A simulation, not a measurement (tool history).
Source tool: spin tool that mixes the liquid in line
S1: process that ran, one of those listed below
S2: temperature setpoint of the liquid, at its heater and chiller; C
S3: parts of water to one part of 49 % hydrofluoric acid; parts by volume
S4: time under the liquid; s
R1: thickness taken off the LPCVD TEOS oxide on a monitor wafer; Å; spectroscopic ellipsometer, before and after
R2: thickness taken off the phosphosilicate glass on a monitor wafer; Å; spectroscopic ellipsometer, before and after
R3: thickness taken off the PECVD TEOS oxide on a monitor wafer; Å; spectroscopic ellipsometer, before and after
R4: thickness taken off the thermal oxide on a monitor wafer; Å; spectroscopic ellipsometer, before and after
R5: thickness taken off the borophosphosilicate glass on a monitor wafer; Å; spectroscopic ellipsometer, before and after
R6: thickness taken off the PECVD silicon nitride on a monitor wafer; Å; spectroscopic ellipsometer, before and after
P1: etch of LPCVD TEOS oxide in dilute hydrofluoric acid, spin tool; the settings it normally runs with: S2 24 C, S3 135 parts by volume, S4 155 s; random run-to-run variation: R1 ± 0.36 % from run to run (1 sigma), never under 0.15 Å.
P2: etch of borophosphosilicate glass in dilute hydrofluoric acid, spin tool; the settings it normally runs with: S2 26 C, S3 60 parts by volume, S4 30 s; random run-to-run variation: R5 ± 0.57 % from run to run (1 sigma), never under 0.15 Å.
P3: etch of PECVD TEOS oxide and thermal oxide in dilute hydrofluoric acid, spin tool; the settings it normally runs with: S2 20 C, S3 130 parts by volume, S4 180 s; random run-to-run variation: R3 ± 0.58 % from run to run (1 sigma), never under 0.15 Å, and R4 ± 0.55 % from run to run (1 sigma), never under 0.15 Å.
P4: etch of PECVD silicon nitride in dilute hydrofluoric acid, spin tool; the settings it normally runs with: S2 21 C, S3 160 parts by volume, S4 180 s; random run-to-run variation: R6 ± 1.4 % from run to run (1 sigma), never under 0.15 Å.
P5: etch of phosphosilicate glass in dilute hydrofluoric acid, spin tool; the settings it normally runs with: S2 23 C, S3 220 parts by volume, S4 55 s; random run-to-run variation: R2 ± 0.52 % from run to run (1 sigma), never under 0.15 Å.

run 1 hour=5.5 | S1=P1 S2=24 S3=135 S4=155 | R1=318.37
run 2 hour=11.1 | S1=P1 S2=24 S3=195 S4=25 | R1=33.134
run 3 hour=14.5 | S1=P5 S2=27 S3=220 S4=55 | R2=459.08
run 4 hour=20 | S1=P1 S2=24 S3=135 S4=255 | R1=524.89
run 5 hour=25 | S1=P1 S2=24 S3=135 S4=40 | R1=81.681
run 6 hour=30.4 | S1=P3 S2=20 S3=130 S4=180 | R3=110.5 R4=53.552
run 7 hour=36 | S1=P1 S2=19.5 S3=135 S4=155 | R1=266.15
run 8 hour=39.7 | S1=P3 S2=17 S3=130 S4=180 | R3=97.327 R4=47.075
run 9 hour=42.8 | S1=P2 S2=34 S3=60 S4=30 | R5=461.15
run 10 hour=48.6 | S1=P2 S2=26 S3=60 S4=30 | R5=335.41
run 11 hour=52.5 | S1=P4 S2=21 S3=240 S4=180 | R6=10.945
run 12 hour=57.2 | S1=P1 S2=24 S3=135 S4=155 | R1=319.35
run 13 hour=60 | S1=P1 S2=24 S3=135 S4=155 | R1=319.04
run 14 hour=64.6 | S1=P2 S2=26 S3=60 S4=30 | R5=342.01
run 15 hour=67.3 | S1=P2 S2=26 S3=60 S4=15 | R5=167.28
run 16 hour=71.3 | S1=P1 S2=24 S3=135 S4=155 | R1=321.4
run 17 hour=74.6 | S1=P4 S2=21 S3=160 S4=180 | R6=15.566
run 18 hour=79 | S1=P1 S2=24 S3=135 S4=155 | R1=317.68
run 19 hour=82.2 | S1=P1 S2=24 S3=135 S4=155 | R1=315
run 20 hour=87.8 | S1=P1 S2=24 S3=190 S4=155 | R1=213.03
run 21 hour=92.6 | S1=P5 S2=23 S3=65 S4=55 | R2=1620.1
run 22 hour=95.9 | S1=P4 S2=21 S3=160 S4=85 | R6=7.5466
run 23 hour=100.8 | S1=P1 S2=24 S3=65 S4=155 | R1=723.28
run 24 hour=103.9 | S1=P5 S2=23 S3=220 S4=55 | R2=400.09
run 25 hour=109.4 | S1=P5 S2=23 S3=220 S4=55 | R2=399.55
run 26 hour=113.3 | S1=P5 S2=23 S3=220 S4=20 | R2=146.43
run 27 hour=116.5 | S1=P2 S2=26 S3=20 S4=30 | R5=1079.9
run 28 hour=122.3 | S1=P1 S2=30 S3=135 S4=155 | R1=396.23
run 29 hour=126.6 | S1=P1 S2=24 S3=135 S4=155 | R1=320.1
run 30 hour=131.7 | S1=P3 S2=20 S3=235 S4=180 | R3=55.027 R4=26.269
run 31 hour=136.6 | S1=P4 S2=17 S3=160 S4=180 | R6=12.287
run 32 hour=139.7 | S1=P3 S2=20 S3=130 S4=15 | R3=8.9431 R4=4.515
run 33 hour=144.7 | S1=P1 S2=24 S3=135 S4=155 | R1=320
run 34 hour=148.2 | S1=P1 S2=24 S3=135 S4=155 | R1=310.18
run 35 hour=153.6 | S1=P1 S2=24 S3=135 S4=155 | R1=303.04
run 36 hour=156.5 | S1=P1 S2=24 S3=135 S4=155 | R1=299.8
run 37 hour=160.4 | S1=P1 S2=24 S3=135 S4=155 | R1=296.95

Run 38 is up next; what results do you expect?
run 38 hour=163.5 | S1=P1 S2=24 S3=135 S4=155 | R1=?

R1: 293.43 Å
